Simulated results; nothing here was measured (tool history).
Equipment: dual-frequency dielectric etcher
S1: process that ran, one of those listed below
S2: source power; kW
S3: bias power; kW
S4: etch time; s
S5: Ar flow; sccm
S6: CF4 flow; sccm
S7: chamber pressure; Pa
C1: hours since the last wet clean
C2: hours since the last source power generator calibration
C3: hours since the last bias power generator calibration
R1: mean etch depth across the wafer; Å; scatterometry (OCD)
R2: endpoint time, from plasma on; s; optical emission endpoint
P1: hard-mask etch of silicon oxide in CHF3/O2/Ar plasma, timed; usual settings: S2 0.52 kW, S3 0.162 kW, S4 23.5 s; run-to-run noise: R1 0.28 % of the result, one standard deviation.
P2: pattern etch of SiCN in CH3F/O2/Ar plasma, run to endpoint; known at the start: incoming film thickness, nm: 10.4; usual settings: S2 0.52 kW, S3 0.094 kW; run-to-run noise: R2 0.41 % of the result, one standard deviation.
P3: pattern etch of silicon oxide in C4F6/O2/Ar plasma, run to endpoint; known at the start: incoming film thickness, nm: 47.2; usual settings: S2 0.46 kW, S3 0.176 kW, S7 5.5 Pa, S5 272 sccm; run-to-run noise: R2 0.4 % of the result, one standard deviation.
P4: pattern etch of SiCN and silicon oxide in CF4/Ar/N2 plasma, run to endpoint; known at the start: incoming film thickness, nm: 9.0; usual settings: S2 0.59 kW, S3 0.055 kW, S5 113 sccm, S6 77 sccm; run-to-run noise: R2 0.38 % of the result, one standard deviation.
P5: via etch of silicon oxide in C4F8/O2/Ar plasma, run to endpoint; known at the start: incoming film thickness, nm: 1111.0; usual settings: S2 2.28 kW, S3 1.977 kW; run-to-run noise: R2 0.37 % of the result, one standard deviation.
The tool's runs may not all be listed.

run	day	S1	S2	S3	S4	S5	S6	S7	C1	C2	C3	R1	R2
1	0.192	P1	0.52	0.162	23.5				343.1	2013.7	1537.5	417.42	
2	0.338	P1	0.52	0.162	23.5				346.6	2017.2	1541	415.09	
3	0.5	P4	0.59	0.055		113	52		350.5	2021.1	1544.9		9.4714
4	0.692	P3	0.46	0.176		204		5.5	355.1	2025.7	1549.5		14.496
5	0.883	P3	0.46	0.176		272		5.5	359.7	2030.3	1554.1		14.986
6	1.096	P1	0.64	0.162	23.5				364.8	2035.4	1559.2	450.29	
7	1.35	P2	0.52	0.094					370.9	2041.5	1565.3		23.401
8	1.646	P3	0.46	0.176		272		7.6	378	2048.6	1572.4		15.505
9	1.892	P1	0.52	0.214	23.5				383.9	2054.5	1578.3	458.51	
10	2.083	P4	0.59	0.055		157	77		388.5	2059.1	1582.9		9.3568
11	2.258	P1	0.52	0.162	23.5				392.7	2063.3	1587.1	415.6	
12	2.412	P1	0.52	0.162	29				396.4	2067	1590.8	513.34	
13	2.692	P1	0.52	0.162	13				403.1	2073.7	1597.5	230.59	
14	2.825	P5	1.41	1.977					406.3	2076.9	1600.7		252.66
15	2.962	P4	0.59	0.055		113	77		409.6	2080.2	1604		8.8698
16	3.158	P5	2.28	2.472					414.3	2084.9	1608.7		197.06
17	3.4	P2	0.73	0.094					420.1	2090.7	1614.5		20.727
18	3.55	P4	0.79	0.055		113	77		423.7	2094.3	1618.1		6.7844
# day 3.767: source power generator calibrated
19	3.812	P3	0.62	0.176		272		5.5	430	1.2	1624.4		13.202
20	4.112	P1	0.52	0.115	23.5				437.2	8.4	1631.6	373.18	
21	4.354	P2	0.52	0.121					443	14.2	1637.4		21.205
22	4.596	P1	0.4	0.162	23.5				448.8	20	1643.2	376.06	
23	4.85	P5	2.28	1.977					454.9	26.1	1649.3		208.74
24	5.15	P3	0.46	0.176		272		5.5	462.1	33.3	1656.5		14.935
25	5.3	P2	0.52	0.094					465.7	36.9	1660.1		23.51
26	5.567	P3	0.46	0.236		272		5.5	472.1	43.3	1666.5		13.642
27	5.729	P1	0.52	0.162	23.5				476	47.2	1670.4	413.89	
28	5.912	P4	0.59	0.045		113	77		480.4	51.6	1674.8		9.3666
29	6.133	P1	0.66	0.132	23.5				485.7	56.9	1680.1	426.6	
30	6.417	P1	0.52	0.162	23.5				492.5	63.7	1686.9	416.21	
31	6.692	P1	0.52	0.162	23.5				499.1	70.3	1693.5	414.81	
32	6.862	P1	0.52	0.162	23.5				503.2	74.4	1697.6	414.78	
33	7.071	P1	0.52	0.162	23.5				508.2	79.4	1702.6	413.16	
34	7.271	P1	0.52	0.162	23.5				513	84.2	1707.4	410.59	
35	7.412	P1	0.52	0.162	23.5				516.4	87.6	1710.8	409.63	
# day 7.571: wet clean of the chamber
36	7.688	P1	0.52	0.162	23.5				2.9	94.2	1717.4	410.95	
37	7.925	P1	0.52	0.162	23.5				8.6	99.9	1723.1	410.45	
38	8.208	P1	0.52	0.162	23.5				15.4	106.7	1729.9	411.15	
39	8.496	P1	0.52	0.162	23.5				22.3	113.6	1736.8	409.69	
40	8.717	P1	0.52	0.162	23.5				27.6	118.9	1742.1	410.51	
41	8.9	P1	0.52	0.162	23.5				32	123.3	1746.5	406.75	
42	9.104	P1	0.52	0.162	23.5				36.9	128.2	1751.4	409.95	

Compared with where it was, what P1 gives has crept away. Each cause listed below fits the log as well as the rest, at the size given for it:
A: source power that arrives under what is set, % = 4.24
B: bias power that arrives under what is set, % = 4.9
The drift started at roughly day 6.692.
The rest of the possible causes, and what rules out each one:
chamber walls in a state that lowers the etch rate, %: serviced at day 7.571, after the change had begun; the process did not return to its earlier output

Which of the check runs below tells the causes apart, meaning the causes would give it clearly different results? Each run uses 2 wafers whose results are averaged, and each result is shown as a question mark.
check 1	9.308	P3	0.46	0.229		272		5.5					?
check 2	9.308	P5	1.43	1.977									?
check 3	9.308	P2	0.72	0.119									?
check 4	9.308	P4	0.71	0.055		113	77						?

If the cause were each of the candidates in turn, the checks would give the following:
check	result	if A	if B
check 1	R2	13.936	13.933
check 2	R2	256.28	255.62
check 3	R2	19.239	19.293
check 4	R2	7.7944	7.6139
Separation of the two closest causes in each check, using whichever result separates them best: check 1 0.02 %; check 2 0.26 %; check 3 0.28 %; check 4 2.34 %
Check 4 tells the causes apart: in the others they would give nearly the same result.

Running check 4 produced the following: R2 7.8298 s. Which one of the listed causes fits?

It was cause A: source power that arrives under what is set, %.
